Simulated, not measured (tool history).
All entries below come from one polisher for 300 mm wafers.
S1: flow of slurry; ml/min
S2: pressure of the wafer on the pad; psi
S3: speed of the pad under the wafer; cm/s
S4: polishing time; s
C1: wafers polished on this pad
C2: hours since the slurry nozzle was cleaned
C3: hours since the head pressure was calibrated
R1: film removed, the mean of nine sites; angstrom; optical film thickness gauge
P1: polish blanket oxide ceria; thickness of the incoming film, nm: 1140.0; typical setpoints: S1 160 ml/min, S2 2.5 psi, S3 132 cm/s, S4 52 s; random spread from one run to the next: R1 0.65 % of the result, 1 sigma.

| run | hour | S1 | S2 | S3 | S4 | C1 | C2 | C3 | R1 |
|---|---|---|---|---|---|---|---|---|---|
| 1 | 7.5 | 160 | 2.5 | 132 | 52 | 797 | 179.8 | 431.8 | 2824.7 |
| 2 | 13.9 | 245 | 2.5 | 132 | 52 | 871 | 186.2 | 438.2 | 2993 |
| 3 | 26.8 | 160 | 2.5 | 132 | 52 | 1021 | 199.1 | 451.1 | 2809.1 |
| 4 | 37.7 | 160 | 1.8 | 132 | 52 | 1147 | 210 | 462 | 2038.9 |
| 5 | 44.1 | 160 | 3.9 | 132 | 52 | 1221 | 216.4 | 468.4 | 4378.2 |
| 6 | 57.1 | 160 | 2.5 | 102 | 36 | 1372 | 229.4 | 481.4 | 1516.8 |
| 7 | 65.9 | 95 | 2.5 | 132 | 52 | 1474 | 238.2 | 490.2 | 2534.7 |
| 8 | 74.4 | 160 | 2.5 | 132 | 52 | 1572 | 246.7 | 498.7 | 2851.6 |
| 9 | 84.9 | 210 | 2.5 | 204 | 52 | 1694 | 257.2 | 509.2 | 4529.9 |
|  | 87.7 | head pressure recalibrated |
| 10 | 92.7 | 160 | 2.5 | 132 | 52 | 1785 | 265 | 5 | 2827.5 |
| 11 | 98.8 | 160 | 2.5 | 132 | 52 | 1855 | 271.1 | 11.1 | 2814.1 |
| 12 | 110.5 | 160 | 2.5 | 132 | 24 | 1991 | 282.8 | 22.8 | 1319.6 |
| 13 | 121.3 | 160 | 2.5 | 196 | 52 | 2116 | 293.6 | 33.6 | 4242.4 |
| 14 | 131.1 | 160 | 2.5 | 132 | 81 | 2230 | 303.4 | 43.4 | 4410.3 |
| 15 | 142.7 | 160 | 2.5 | 88 | 52 | 2364 | 315 | 55 | 1872.8 |
| 16 | 150.7 | 160 | 2.5 | 132 | 52 | 2457 | 323 | 63 | 2833.6 |
| 17 | 161.1 | 160 | 2.5 | 132 | 52 | 2577 | 333.4 | 73.4 | 2720.2 |

Expected results for the next run?
|  | 173.1 | head pressure recalibrated |
| 18 | 173.9 | 160 | 2.5 | 132 | 52 | 2726 | 346.2 | 0.8 | ? |

R1: 2664.5 angstrom
